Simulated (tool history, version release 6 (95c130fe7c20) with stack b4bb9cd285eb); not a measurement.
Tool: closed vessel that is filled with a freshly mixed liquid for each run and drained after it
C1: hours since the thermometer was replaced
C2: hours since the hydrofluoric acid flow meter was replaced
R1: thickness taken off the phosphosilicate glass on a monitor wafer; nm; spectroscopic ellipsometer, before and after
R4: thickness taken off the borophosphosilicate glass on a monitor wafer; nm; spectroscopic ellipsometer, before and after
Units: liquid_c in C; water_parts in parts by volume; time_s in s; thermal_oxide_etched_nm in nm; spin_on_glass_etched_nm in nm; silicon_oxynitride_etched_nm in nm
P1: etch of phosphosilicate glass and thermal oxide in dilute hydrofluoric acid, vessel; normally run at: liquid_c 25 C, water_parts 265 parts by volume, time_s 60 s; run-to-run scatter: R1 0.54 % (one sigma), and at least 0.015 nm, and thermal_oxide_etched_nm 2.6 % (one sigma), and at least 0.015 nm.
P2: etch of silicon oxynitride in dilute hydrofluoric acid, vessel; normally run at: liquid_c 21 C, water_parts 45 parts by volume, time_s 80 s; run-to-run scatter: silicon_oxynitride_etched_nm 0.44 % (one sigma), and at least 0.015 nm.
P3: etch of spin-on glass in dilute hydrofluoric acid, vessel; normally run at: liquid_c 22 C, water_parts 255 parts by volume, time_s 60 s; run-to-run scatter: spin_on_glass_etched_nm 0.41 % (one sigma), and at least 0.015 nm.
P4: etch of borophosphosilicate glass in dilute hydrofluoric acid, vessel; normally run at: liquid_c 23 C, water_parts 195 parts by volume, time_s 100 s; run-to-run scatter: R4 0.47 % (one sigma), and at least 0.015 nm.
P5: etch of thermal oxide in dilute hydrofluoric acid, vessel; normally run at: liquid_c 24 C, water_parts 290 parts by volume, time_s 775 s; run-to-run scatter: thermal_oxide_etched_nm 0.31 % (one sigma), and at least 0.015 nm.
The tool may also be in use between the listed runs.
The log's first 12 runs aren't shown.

Run 13, hour 86.8: process P1, liquid_c 25 C, water_parts 460 parts by volume, time_s 60 s; C1 704.1; C2 1004.9. Result: R1 9.8684 nm, thermal_oxide_etched_nm 0.44438 nm.
Run 14, hour 93.4: process P3, liquid_c 22 C, water_parts 255 parts by volume, time_s 60 s; C1 710.7; C2 1011.5. Result: spin_on_glass_etched_nm 6.9228 nm.
Run 15, hour 99.5: process P2, liquid_c 21 C, water_parts 45 parts by volume, time_s 80 s; C1 716.8; C2 1017.6. Result: silicon_oxynitride_etched_nm 4.5701 nm.
Run 16, hour 106.8: process P1, liquid_c 25 C, water_parts 265 parts by volume, time_s 60 s; C1 724.1; C2 1024.9. Result: R1 20.498 nm, thermal_oxide_etched_nm 0.8403 nm.
Run 17, hour 113.4: process P4, liquid_c 23 C, water_parts 195 parts by volume, time_s 30 s; C1 730.7; C2 1031.5. Result: R4 7.1828 nm.
Run 18, hour 117.9: process P2, liquid_c 25.5 C, water_parts 45 parts by volume, time_s 80 s; C1 735.2; C2 1036. Result: silicon_oxynitride_etched_nm 5.7252 nm.
Run 19, hour 122.1: process P4, liquid_c 23 C, water_parts 195 parts by volume, time_s 100 s; C1 739.4; C2 1040.2. Result: R4 23.739 nm.
Run 20, hour 128.8: process P1, liquid_c 25 C, water_parts 120 parts by volume, time_s 60 s; C1 746.1; C2 1046.9. Result: R1 53.065 nm, thermal_oxide_etched_nm 2.2394 nm.
Run 21, hour 137.3: process P2, liquid_c 21 C, water_parts 45 parts by volume, time_s 80 s; C1 754.6; C2 1055.4. Result: silicon_oxynitride_etched_nm 4.6071 nm.
Run 22, hour 146.2: process P3, liquid_c 22 C, water_parts 445 parts by volume, time_s 60 s; C1 763.5; C2 1064.3. Result: spin_on_glass_etched_nm 3.3476 nm.
Run 23, hour 154.6: process P1, liquid_c 21.5 C, water_parts 265 parts by volume, time_s 60 s; C1 771.9; C2 1072.7. Result: R1 18 nm, thermal_oxide_etched_nm 0.73651 nm.
Run 24, hour 161: process P5, liquid_c 24 C, water_parts 290 parts by volume, time_s 775 s; C1 778.3; C2 1079.1. Result: thermal_oxide_etched_nm 10.945 nm.
Run 25, hour 169.1: process P5, liquid_c 17 C, water_parts 290 parts by volume, time_s 775 s; C1 786.4; C2 1087.2. Result: thermal_oxide_etched_nm 8.4736 nm.
Run 26, hour 175.8: process P3, liquid_c 22 C, water_parts 255 parts by volume, time_s 60 s; C1 793.1; C2 1093.9. Result: spin_on_glass_etched_nm 6.9554 nm.
Run 27, hour 181.5: process P2, liquid_c 21 C, water_parts 45 parts by volume, time_s 40 s; C1 798.8; C2 1099.6. Result: silicon_oxynitride_etched_nm 2.3127 nm.
Run 28, hour 188.9: process P4, liquid_c 31 C, water_parts 195 parts by volume, time_s 100 s; C1 806.2; C2 1107. Result: R4 32.271 nm.
Run 29, hour 193.4: process P3, liquid_c 22 C, water_parts 255 parts by volume, time_s 30 s; C1 810.7; C2 1111.5. Result: spin_on_glass_etched_nm 3.4811 nm.
Run 30, hour 201.7: process P5, liquid_c 24 C, water_parts 290 parts by volume, time_s 1335 s; C1 819; C2 1119.8. Result: thermal_oxide_etched_nm 18.924 nm.
Run 31, hour 209.5: process P2, liquid_c 21 C, water_parts 25 parts by volume, time_s 80 s; C1 826.8; C2 1127.6. Result: silicon_oxynitride_etched_nm 8.3396 nm.
Run 32, hour 214.5: process P1, liquid_c 25 C, water_parts 265 parts by volume, time_s 60 s; C1 831.8; C2 1132.6. Result: R1 20.392 nm, thermal_oxide_etched_nm 0.91865 nm.

Forecast run 33:
Run 33, hour 222.1: process P1, liquid_c 25 C, water_parts 265 parts by volume, time_s 60 s; C1 839.4; C2 1140.2. Result: R1 ?, thermal_oxide_etched_nm ?.

R1: 19.918 nm
thermal_oxide_etched_nm: 0.88613 nm
